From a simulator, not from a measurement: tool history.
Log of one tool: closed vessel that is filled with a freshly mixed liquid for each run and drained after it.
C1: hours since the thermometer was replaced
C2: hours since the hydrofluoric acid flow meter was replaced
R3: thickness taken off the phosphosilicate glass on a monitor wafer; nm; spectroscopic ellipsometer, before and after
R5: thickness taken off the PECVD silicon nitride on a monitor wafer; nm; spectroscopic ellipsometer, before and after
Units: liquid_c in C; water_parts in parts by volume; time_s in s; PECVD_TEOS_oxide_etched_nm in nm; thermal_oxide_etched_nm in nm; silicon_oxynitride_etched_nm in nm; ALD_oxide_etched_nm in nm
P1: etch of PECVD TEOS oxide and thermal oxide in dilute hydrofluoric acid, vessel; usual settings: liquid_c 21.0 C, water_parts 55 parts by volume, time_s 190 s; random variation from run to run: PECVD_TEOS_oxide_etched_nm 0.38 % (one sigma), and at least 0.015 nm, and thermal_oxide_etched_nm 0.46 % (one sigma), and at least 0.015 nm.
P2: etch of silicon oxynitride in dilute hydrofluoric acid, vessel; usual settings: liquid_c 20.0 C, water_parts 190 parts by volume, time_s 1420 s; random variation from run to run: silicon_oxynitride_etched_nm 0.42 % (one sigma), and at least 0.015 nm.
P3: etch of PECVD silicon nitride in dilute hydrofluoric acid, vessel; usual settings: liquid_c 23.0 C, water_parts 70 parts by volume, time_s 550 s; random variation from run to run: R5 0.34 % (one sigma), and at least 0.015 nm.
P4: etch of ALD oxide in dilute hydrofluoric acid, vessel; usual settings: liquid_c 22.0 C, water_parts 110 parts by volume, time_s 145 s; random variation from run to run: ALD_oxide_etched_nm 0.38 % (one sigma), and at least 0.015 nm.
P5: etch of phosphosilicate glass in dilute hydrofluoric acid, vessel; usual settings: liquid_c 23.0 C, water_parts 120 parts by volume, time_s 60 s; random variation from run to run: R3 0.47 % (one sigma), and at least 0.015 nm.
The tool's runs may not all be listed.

{"run": 1, "hour": 6.2, "process": "P1", "liquid_c": 21.0, "water_parts": 55, "time_s": 190, "C1": 712.3, "C2": 1548.4, "PECVD_TEOS_oxide_etched_nm": 35.117, "thermal_oxide_etched_nm": 14.559}
{"run": 2, "hour": 9.8, "process": "P5", "liquid_c": 23.0, "water_parts": 120, "time_s": 60, "C1": 715.9, "C2": 1552.0, "R3": 45.753}
{"run": 3, "hour": 16.2, "process": "P1", "liquid_c": 21.0, "water_parts": 55, "time_s": 190, "C1": 722.3, "C2": 1558.4, "PECVD_TEOS_oxide_etched_nm": 35.344, "thermal_oxide_etched_nm": 14.569}
{"run": 4, "hour": 22.8, "process": "P5", "liquid_c": 31.0, "water_parts": 120, "time_s": 60, "C1": 728.9, "C2": 1565.0, "R3": 62.267}
{"run": 5, "hour": 27.3, "process": "P2", "liquid_c": 20.0, "water_parts": 190, "time_s": 1420, "C1": 733.4, "C2": 1569.5, "silicon_oxynitride_etched_nm": 10.943}
{"run": 6, "hour": 33.2, "process": "P3", "liquid_c": 23.0, "water_parts": 70, "time_s": 550, "C1": 739.3, "C2": 1575.4, "R5": 23.136}
{"run": 7, "hour": 38.8, "process": "P1", "liquid_c": 21.0, "water_parts": 55, "time_s": 190, "C1": 744.9, "C2": 1581.0, "PECVD_TEOS_oxide_etched_nm": 35.291, "thermal_oxide_etched_nm": 14.443}
{"run": 8, "hour": 44.5, "process": "P2", "liquid_c": 20.0, "water_parts": 90, "time_s": 1420, "C1": 750.6, "C2": 1586.7, "silicon_oxynitride_etched_nm": 24.933}
{"run": 9, "hour": 47.6, "process": "P1", "liquid_c": 21.0, "water_parts": 25, "time_s": 190, "C1": 753.7, "C2": 1589.8, "PECVD_TEOS_oxide_etched_nm": 80.292, "thermal_oxide_etched_nm": 33.132}
{"run": 10, "hour": 53.6, "process": "P4", "liquid_c": 22.0, "water_parts": 45, "time_s": 145, "C1": 759.7, "C2": 1595.8, "ALD_oxide_etched_nm": 30.339}
{"run": 11, "hour": 58.3, "process": "P1", "liquid_c": 21.0, "water_parts": 55, "time_s": 190, "C1": 764.4, "C2": 1600.5, "PECVD_TEOS_oxide_etched_nm": 35.1, "thermal_oxide_etched_nm": 14.6}
{"run": 12, "hour": 62.1, "process": "P1", "liquid_c": 29.5, "water_parts": 55, "time_s": 190, "C1": 768.2, "C2": 1604.3, "PECVD_TEOS_oxide_etched_nm": 49.485, "thermal_oxide_etched_nm": 20.572}
{"run": 13, "hour": 67.6, "process": "P3", "liquid_c": 23.0, "water_parts": 70, "time_s": 1040, "C1": 773.7, "C2": 1609.8, "R5": 43.74}
{"run": 14, "hour": 73.9, "process": "P1", "liquid_c": 17.5, "water_parts": 20, "time_s": 190, "C1": 780.0, "C2": 1616.1, "PECVD_TEOS_oxide_etched_nm": 86.905, "thermal_oxide_etched_nm": 35.96}
{"run": 15, "hour": 79.0, "process": "P3", "liquid_c": 23.0, "water_parts": 35, "time_s": 550, "C1": 785.1, "C2": 1621.2, "R5": 45.53}
{"run": 16, "hour": 82.3, "process": "P2", "liquid_c": 20.0, "water_parts": 190, "time_s": 1420, "C1": 788.4, "C2": 1624.5, "silicon_oxynitride_etched_nm": 10.947}
{"run": 17, "hour": 86.0, "process": "P1", "liquid_c": 21.0, "water_parts": 55, "time_s": 190, "C1": 792.1, "C2": 1628.2, "PECVD_TEOS_oxide_etched_nm": 35.097, "thermal_oxide_etched_nm": 14.665}
{"run": 18, "hour": 91.3, "process": "P5", "liquid_c": 23.0, "water_parts": 120, "time_s": 105, "C1": 797.4, "C2": 1633.5, "R3": 80.392}
{"run": 19, "hour": 96.8, "process": "P2", "liquid_c": 20.0, "water_parts": 190, "time_s": 2580, "C1": 802.9, "C2": 1639.0, "silicon_oxynitride_etched_nm": 20.045}
{"run": 20, "hour": 100.0, "process": "P4", "liquid_c": 22.0, "water_parts": 110, "time_s": 40, "C1": 806.1, "C2": 1642.2, "ALD_oxide_etched_nm": 3.1847}
{"run": 21, "hour": 105.9, "process": "P4", "liquid_c": 26.5, "water_parts": 110, "time_s": 145, "C1": 812.0, "C2": 1648.1, "ALD_oxide_etched_nm": 13.721}
{"run": 22, "hour": 109.6, "process": "P4", "liquid_c": 22.0, "water_parts": 110, "time_s": 145, "C1": 815.7, "C2": 1651.8, "ALD_oxide_etched_nm": 11.589}
{"run": 23, "hour": 114.2, "process": "P2", "liquid_c": 26.0, "water_parts": 190, "time_s": 1420, "C1": 820.3, "C2": 1656.4, "silicon_oxynitride_etched_nm": 14.372}
{"run": 24, "hour": 118.2, "process": "P3", "liquid_c": 19.0, "water_parts": 70, "time_s": 550, "C1": 824.3, "C2": 1660.4, "R5": 17.574}
{"run": 25, "hour": 122.6, "process": "P1", "liquid_c": 17.0, "water_parts": 55, "time_s": 190, "C1": 828.7, "C2": 1664.8, "PECVD_TEOS_oxide_etched_nm": 29.581, "thermal_oxide_etched_nm": 12.23}
{"run": 26, "hour": 128.8, "process": "P1", "liquid_c": 21.0, "water_parts": 55, "time_s": 40, "C1": 834.9, "C2": 1671.0, "PECVD_TEOS_oxide_etched_nm": 7.4379, "thermal_oxide_etched_nm": 3.0922}
{"hour": 133.4, "done": "hydrofluoric acid flow meter replaced"}
{"run": 27, "hour": 135.5, "process": "P1", "liquid_c": 21.0, "water_parts": 100, "time_s": 190, "C1": 841.6, "C2": 2.2, "PECVD_TEOS_oxide_etched_nm": 18.257, "thermal_oxide_etched_nm": 7.6742}
{"run": 28, "hour": 141.0, "process": "P1", "liquid_c": 21.0, "water_parts": 55, "time_s": 280, "C1": 847.1, "C2": 7.7, "PECVD_TEOS_oxide_etched_nm": 51.99, "thermal_oxide_etched_nm": 21.284}
{"run": 29, "hour": 147.1, "process": "P5", "liquid_c": 23.0, "water_parts": 170, "time_s": 60, "C1": 853.2, "C2": 13.8, "R3": 30.687}
{"run": 30, "hour": 152.2, "process": "P1", "liquid_c": 21.0, "water_parts": 55, "time_s": 190, "C1": 858.3, "C2": 18.9, "PECVD_TEOS_oxide_etched_nm": 35.161, "thermal_oxide_etched_nm": 14.538}
{"run": 31, "hour": 156.2, "process": "P1", "liquid_c": 21.0, "water_parts": 55, "time_s": 190, "C1": 862.3, "C2": 22.9, "PECVD_TEOS_oxide_etched_nm": 34.14, "thermal_oxide_etched_nm": 14.105}
{"run": 32, "hour": 160.9, "process": "P1", "liquid_c": 21.0, "water_parts": 55, "time_s": 190, "C1": 867.0, "C2": 27.6, "PECVD_TEOS_oxide_etched_nm": 33.5, "thermal_oxide_etched_nm": 13.847}
{"run": 33, "hour": 164.8, "process": "P1", "liquid_c": 21.0, "water_parts": 55, "time_s": 190, "C1": 870.9, "C2": 31.5, "PECVD_TEOS_oxide_etched_nm": 33.029, "thermal_oxide_etched_nm": 13.739}
{"run": 34, "hour": 168.2, "process": "P1", "liquid_c": 21.0, "water_parts": 55, "time_s": 190, "C1": 874.3, "C2": 34.9, "PECVD_TEOS_oxide_etched_nm": 32.93, "thermal_oxide_etched_nm": 13.596}
{"run": 35, "hour": 173.1, "process": "P1", "liquid_c": 21.0, "water_parts": 55, "time_s": 190, "C1": 879.2, "C2": 39.8, "PECVD_TEOS_oxide_etched_nm": 32.705, "thermal_oxide_etched_nm": 13.464}
{"run": 36, "hour": 179.1, "process": "P1", "liquid_c": 21.0, "water_parts": 55, "time_s": 190, "C1": 885.2, "C2": 45.8, "PECVD_TEOS_oxide_etched_nm": 32.419, "thermal_oxide_etched_nm": 13.404}
{"run": 37, "hour": 185.1, "process": "P1", "liquid_c": 21.0, "water_parts": 55, "time_s": 190, "C1": 891.2, "C2": 51.8, "PECVD_TEOS_oxide_etched_nm": 32.181, "thermal_oxide_etched_nm": 13.439}
{"run": 38, "hour": 191.6, "process": "P1", "liquid_c": 21.0, "water_parts": 55, "time_s": 190, "C1": 897.7, "C2": 58.3, "PECVD_TEOS_oxide_etched_nm": 32.105, "thermal_oxide_etched_nm": 13.359}
{"run": 39, "hour": 195.6, "process": "P1", "liquid_c": 21.0, "water_parts": 55, "time_s": 190, "C1": 901.7, "C2": 62.3, "PECVD_TEOS_oxide_etched_nm": 32.465, "thermal_oxide_etched_nm": 13.295}

What P1 gives has crept away from where it was. These 2 causes fit the log equally well, each at the size given:
A: liquid colder than its thermometer reads (K) = 2.08
B: hydrofluoric acid flow below the setpoint (%) = 7.9
The creep began at about hour 152.2.

4 check runs are offered, one wafer each, their results left as question marks. Which one tells the causes apart?
{"run": "check 1", "hour": 199.6, "process": "P4", "liquid_c": 22.0, "water_parts": 110, "time_s": 145, "ALD_oxide_etched_nm": "?"}
{"run": "check 2", "hour": 199.6, "process": "P2", "liquid_c": 20.0, "water_parts": 190, "time_s": 1420, "silicon_oxynitride_etched_nm": "?"}
{"run": "check 3", "hour": 199.6, "process": "P3", "liquid_c": 23.0, "water_parts": 70, "time_s": 550, "R5": "?"}
{"run": "check 4", "hour": 199.6, "process": "P5", "liquid_c": 23.0, "water_parts": 120, "time_s": 60, "R3": "?"}

What each check would give under each cause:
check=check_1 result=ALD_oxide_etched_nm if_A=10.6170 if_B=10.5220
check=check_2 result=silicon_oxynitride_etched_nm if_A=9.961 if_B=10.012
check=check_3 result=R5 if_A=20.080 if_B=21.330
check=check_4 result=R3 if_A=42.156 if_B=41.680
How far apart the two closest causes lie, in the result that separates them most: check 1 0.9 %; check 2 0.51 %; check 3 6.04 %; check 4 1.14 %
Only check 3 tells the causes apart: in the others they would give nearly the same result.

Check 3 was then run and gave: R5 21.401 nm. Which cause is it?

It is B: hydrofluoric acid flow below the setpoint (%).

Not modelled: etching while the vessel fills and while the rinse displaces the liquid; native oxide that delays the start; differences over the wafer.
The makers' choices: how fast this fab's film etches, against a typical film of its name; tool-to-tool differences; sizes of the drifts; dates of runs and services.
